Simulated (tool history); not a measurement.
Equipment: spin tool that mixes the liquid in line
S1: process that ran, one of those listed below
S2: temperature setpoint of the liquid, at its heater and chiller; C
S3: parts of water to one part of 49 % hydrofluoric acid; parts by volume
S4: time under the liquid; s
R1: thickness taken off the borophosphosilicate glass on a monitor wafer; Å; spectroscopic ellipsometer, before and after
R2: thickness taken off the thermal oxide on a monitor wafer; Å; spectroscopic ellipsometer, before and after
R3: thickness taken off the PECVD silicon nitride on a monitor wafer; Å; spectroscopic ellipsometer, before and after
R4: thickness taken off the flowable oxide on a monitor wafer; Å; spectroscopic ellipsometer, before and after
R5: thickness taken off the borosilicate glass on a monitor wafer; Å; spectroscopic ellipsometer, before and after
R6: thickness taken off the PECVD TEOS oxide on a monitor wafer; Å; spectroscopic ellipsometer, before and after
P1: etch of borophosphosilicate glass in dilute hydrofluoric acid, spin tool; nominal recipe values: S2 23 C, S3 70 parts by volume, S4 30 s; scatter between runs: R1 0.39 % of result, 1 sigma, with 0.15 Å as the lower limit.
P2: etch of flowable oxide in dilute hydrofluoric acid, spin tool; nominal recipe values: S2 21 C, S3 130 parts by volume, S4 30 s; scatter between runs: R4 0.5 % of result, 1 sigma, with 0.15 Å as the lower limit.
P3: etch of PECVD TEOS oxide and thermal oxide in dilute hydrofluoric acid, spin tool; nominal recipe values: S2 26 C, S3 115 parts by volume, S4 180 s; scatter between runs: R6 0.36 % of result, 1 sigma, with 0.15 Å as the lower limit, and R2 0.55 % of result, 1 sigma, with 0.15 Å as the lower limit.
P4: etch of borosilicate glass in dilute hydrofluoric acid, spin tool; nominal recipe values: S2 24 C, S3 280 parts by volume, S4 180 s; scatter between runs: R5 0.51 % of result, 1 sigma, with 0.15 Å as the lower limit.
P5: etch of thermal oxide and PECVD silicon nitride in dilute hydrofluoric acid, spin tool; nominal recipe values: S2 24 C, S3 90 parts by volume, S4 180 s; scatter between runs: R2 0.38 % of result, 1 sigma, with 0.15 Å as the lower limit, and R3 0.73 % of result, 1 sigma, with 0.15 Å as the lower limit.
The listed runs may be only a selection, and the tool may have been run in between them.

{"run": 1, "hour": 8.6, "S1": "P1", "S2": 23, "S3": 70, "S4": 30, "R1": 122.98}
{"run": 2, "hour": 18.3, "S1": "P1", "S2": 23, "S3": 25, "S4": 30, "R1": 363.46}
{"run": 3, "hour": 26.8, "S1": "P5", "S2": 24, "S3": 90, "S4": 75, "R2": 40.796, "R3": 14.389}
{"run": 4, "hour": 36.7, "S1": "P1", "S2": 23, "S3": 70, "S4": 50, "R1": 204.14}
{"run": 5, "hour": 43.3, "S1": "P2", "S2": 21, "S3": 225, "S4": 30, "R4": 69.62}
{"run": 6, "hour": 52.5, "S1": "P1", "S2": 23, "S3": 70, "S4": 30, "R1": 122.99}
{"run": 7, "hour": 60.5, "S1": "P2", "S2": 21, "S3": 130, "S4": 30, "R4": 132.24}
{"run": 8, "hour": 67.6, "S1": "P1", "S2": 19, "S3": 70, "S4": 30, "R1": 103.47}
{"run": 9, "hour": 74.1, "S1": "P1", "S2": 23, "S3": 70, "S4": 15, "R1": 60.982}
{"run": 10, "hour": 80.0, "S1": "P4", "S2": 18.5, "S3": 280, "S4": 180, "R5": 93.732}
{"run": 11, "hour": 85.3, "S1": "P4", "S2": 24, "S3": 280, "S4": 70, "R5": 44.42}
{"run": 12, "hour": 92.4, "S1": "P2", "S2": 21, "S3": 130, "S4": 15, "R4": 66.336}
{"run": 13, "hour": 100.0, "S1": "P3", "S2": 26, "S3": 115, "S4": 325, "R2": 147.52, "R6": 272.82}
{"run": 14, "hour": 105.8, "S1": "P3", "S2": 26, "S3": 25, "S4": 180, "R2": 422.47, "R6": 788.34}
{"run": 15, "hour": 115.3, "S1": "P1", "S2": 23, "S3": 70, "S4": 30, "R1": 121.87}
{"run": 16, "hour": 120.6, "S1": "P1", "S2": 23, "S3": 110, "S4": 55, "R1": 135.6}
{"run": 17, "hour": 127.8, "S1": "P1", "S2": 23, "S3": 70, "S4": 30, "R1": 122.41}
{"run": 18, "hour": 133.4, "S1": "P5", "S2": 31.5, "S3": 90, "S4": 180, "R2": 129.56, "R3": 56.476}
{"run": 19, "hour": 139.6, "S1": "P5", "S2": 24, "S3": 20, "S4": 180, "R2": 479.51, "R3": 152.53}
{"run": 20, "hour": 145.4, "S1": "P4", "S2": 24, "S3": 80, "S4": 180, "R5": 507.82}
{"run": 21, "hour": 155.7, "S1": "P2", "S2": 28, "S3": 130, "S4": 30, "R4": 174.14}
{"run": 22, "hour": 160.7, "S1": "P3", "S2": 26, "S3": 115, "S4": 180, "R2": 80.598, "R6": 152.1}
{"run": 23, "hour": 170.6, "S1": "P4", "S2": 24, "S3": 280, "S4": 180, "R5": 114.49}
{"run": 24, "hour": 176.1, "S1": "P5", "S2": 24, "S3": 90, "S4": 180, "R2": 97.301, "R3": 34.921}
{"run": 25, "hour": 185.1, "S1": "P1", "S2": 23, "S3": 70, "S4": 30, "R1": 123.24}
{"run": 26, "hour": 193.6, "S1": "P1", "S2": 23, "S3": 70, "S4": 30, "R1": 122.44}
{"run": 27, "hour": 199.6, "S1": "P5", "S2": 24, "S3": 90, "S4": 180, "R2": 97.998, "R3": 35.514}
{"run": 28, "hour": 205.0, "S1": "P2", "S2": 21, "S3": 130, "S4": 30, "R4": 131.67}
{"run": 29, "hour": 209.7, "S1": "P1", "S2": 27, "S3": 35, "S4": 30, "R1": 302.23}
{"run": 30, "hour": 216.6, "S1": "P1", "S2": 23, "S3": 100, "S4": 30, "R1": 82.126}
{"run": 31, "hour": 224.5, "S1": "P1", "S2": 30, "S3": 70, "S4": 30, "R1": 162.38}
{"run": 32, "hour": 232.2, "S1": "P3", "S2": 30, "S3": 115, "S4": 180, "R2": 94.803, "R6": 175.3}
{"run": 33, "hour": 237.7, "S1": "P1", "S2": 23, "S3": 70, "S4": 30, "R1": 121.97}
{"run": 34, "hour": 243.3, "S1": "P1", "S2": 23, "S3": 70, "S4": 30, "R1": 124.32}
{"run": 35, "hour": 248.7, "S1": "P1", "S2": 23, "S3": 70, "S4": 30, "R1": 125.48}
{"run": 36, "hour": 259.6, "S1": "P1", "S2": 23, "S3": 70, "S4": 30, "R1": 127.59}
{"run": 37, "hour": 267.5, "S1": "P1", "S2": 23, "S3": 70, "S4": 30, "R1": 129.37}
{"run": 38, "hour": 273.7, "S1": "P1", "S2": 23, "S3": 70, "S4": 30, "R1": 130.09}
{"run": 39, "hour": 278.8, "S1": "P1", "S2": 23, "S3": 70, "S4": 30, "R1": 129.88}

The next listed run, before its measurement:
{"run": 40, "hour": 288.6, "S1": "P1", "S2": 23, "S3": 70, "S4": 30, "R1": "?"}

{"run 40": {"R1": 130.22}}
